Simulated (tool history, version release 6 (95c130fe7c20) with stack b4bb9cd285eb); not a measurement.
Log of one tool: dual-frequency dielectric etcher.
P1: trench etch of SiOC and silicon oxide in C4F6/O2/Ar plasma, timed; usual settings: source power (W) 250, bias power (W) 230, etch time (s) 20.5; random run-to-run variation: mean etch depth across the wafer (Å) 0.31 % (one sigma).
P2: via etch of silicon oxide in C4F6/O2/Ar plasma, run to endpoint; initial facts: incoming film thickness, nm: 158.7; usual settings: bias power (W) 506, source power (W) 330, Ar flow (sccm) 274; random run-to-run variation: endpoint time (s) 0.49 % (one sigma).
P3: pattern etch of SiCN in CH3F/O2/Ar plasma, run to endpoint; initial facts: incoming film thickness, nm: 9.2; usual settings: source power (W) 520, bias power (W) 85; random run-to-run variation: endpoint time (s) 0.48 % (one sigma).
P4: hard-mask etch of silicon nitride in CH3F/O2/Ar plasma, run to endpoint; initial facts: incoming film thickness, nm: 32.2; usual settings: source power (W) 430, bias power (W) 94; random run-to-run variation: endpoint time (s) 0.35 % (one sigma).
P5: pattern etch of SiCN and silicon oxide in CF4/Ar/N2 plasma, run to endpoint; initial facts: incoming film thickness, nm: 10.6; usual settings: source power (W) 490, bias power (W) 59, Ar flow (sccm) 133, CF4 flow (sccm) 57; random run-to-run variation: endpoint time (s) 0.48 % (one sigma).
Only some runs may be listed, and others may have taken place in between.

| run | day | process that ran | source power (W) | bias power (W) | etch time (s) | Ar flow (sccm) | CF4 flow (sccm) | hours since the last wet clean | hours since the last source power generator calibration | hours since the last bias power generator calibration | mean etch depth across the wafer (Å) | endpoint time (s) |
|---|---|---|---|---|---|---|---|---|---|---|---|---|
| 1 | 0.175 | P1 | 250 | 230 | 20.5 |  |  | 340.5 | 621.1 | 725.4 | 368.47 |  |
| 2 | 0.338 | P1 | 190 | 306 | 20.5 |  |  | 344.4 | 625.0 | 729.3 | 366.83 |  |
| 3 | 0.462 | P5 | 490 | 78 |  | 133 | 57 | 347.4 | 628.0 | 732.3 |  | 12.012 |
| 4 | 0.638 | P5 | 490 | 59 |  | 171 | 57 | 351.6 | 632.2 | 736.5 |  | 13.850 |
| 5 | 0.783 | P1 | 250 | 186 | 20.5 |  |  | 355.1 | 635.7 | 740.0 | 341.04 |  |
| 6 | 0.946 | P5 | 490 | 59 |  | 133 | 57 | 359.0 | 639.6 | 743.9 |  | 13.254 |
| 7 | 1.108 | P5 | 660 | 59 |  | 133 | 57 | 362.9 | 643.5 | 747.8 |  | 10.227 |
| 8 | 1.262 | P2 | 330 | 647 |  | 274 |  | 366.6 | 647.2 | 751.5 |  | 33.067 |
| 9 | 1.375 | P1 | 250 | 230 | 20.5 |  |  | 369.3 | 649.9 | 754.2 | 367.10 |  |
| 10 | 1.538 | P4 | 430 | 94 |  |  |  | 373.2 | 653.8 | 758.1 |  | 42.723 |
| 11 | 1.629 | P4 | 330 | 94 |  |  |  | 375.4 | 656.0 | 760.3 |  | 47.354 |
| 12 | 1.721 | P1 | 250 | 293 | 20.5 |  |  | 377.6 | 658.2 | 762.5 | 397.29 |  |
|  | 1.779 | bias power generator calibrated |
| 13 | 1.829 | P1 | 250 | 230 | 25.5 |  |  | 380.2 | 660.8 | 1.3 | 456.00 |  |
| 14 | 2.017 | P3 | 520 | 85 |  |  |  | 384.7 | 665.3 | 5.8 |  | 21.237 |
| 15 | 2.183 | P1 | 150 | 230 | 20.5 |  |  | 388.7 | 669.3 | 9.8 | 301.42 |  |
| 16 | 2.325 | P1 | 250 | 230 | 20.5 |  |  | 392.1 | 672.7 | 13.2 | 367.24 |  |
| 17 | 2.450 | P3 | 730 | 85 |  |  |  | 395.1 | 675.7 | 16.2 |  | 18.623 |
| 18 | 2.558 | P2 | 220 | 506 |  | 274 |  | 397.7 | 678.3 | 18.8 |  | 41.800 |
| 19 | 2.733 | P5 | 490 | 59 |  | 133 | 57 | 401.9 | 682.5 | 23.0 |  | 13.246 |
| 20 | 2.838 | P4 | 430 | 68 |  |  |  | 404.4 | 685.0 | 25.5 |  | 47.731 |
| 21 | 2.933 | P3 | 520 | 55 |  |  |  | 406.7 | 687.3 | 27.8 |  | 24.613 |
| 22 | 3.062 | P1 | 250 | 230 | 20.5 |  |  | 409.8 | 690.4 | 30.9 | 366.03 |  |
| 23 | 3.179 | P1 | 250 | 230 | 20.5 |  |  | 412.6 | 693.2 | 33.7 | 366.76 |  |
| 24 | 3.317 | P1 | 210 | 288 | 20.5 |  |  | 415.9 | 696.5 | 37.0 | 371.68 |  |
| 25 | 3.438 | P2 | 330 | 506 |  | 274 |  | 418.8 | 699.4 | 39.9 |  | 36.360 |
| 26 | 3.558 | P5 | 490 | 59 |  | 133 | 79 | 421.7 | 702.3 | 42.8 |  | 12.656 |
| 27 | 3.758 | P1 | 320 | 161 | 20.5 |  |  | 426.5 | 707.1 | 47.6 | 359.17 |  |
| 28 | 3.946 | P1 | 320 | 230 | 20.5 |  |  | 431.0 | 711.6 | 52.1 | 402.56 |  |
| 29 | 4.142 | P2 | 330 | 506 |  | 161 |  | 435.7 | 716.3 | 56.8 |  | 33.932 |
| 30 | 4.304 | P1 | 250 | 230 | 14.0 |  |  | 439.6 | 720.2 | 60.7 | 251.12 |  |
| 31 | 4.433 | P1 | 250 | 230 | 20.5 |  |  | 442.7 | 723.3 | 63.8 | 368.72 |  |
| 32 | 4.529 | P1 | 250 | 230 | 20.5 |  |  | 445.0 | 725.6 | 66.1 | 368.69 |  |

What does the tool deliver on the next run?
| 33 | 4.712 | P1 | 250 | 230 | 20.5 |  |  | 449.4 | 730.0 | 70.5 | ? |  |

{"run 33": {"mean etch depth across the wafer (Å)": 370.94}}
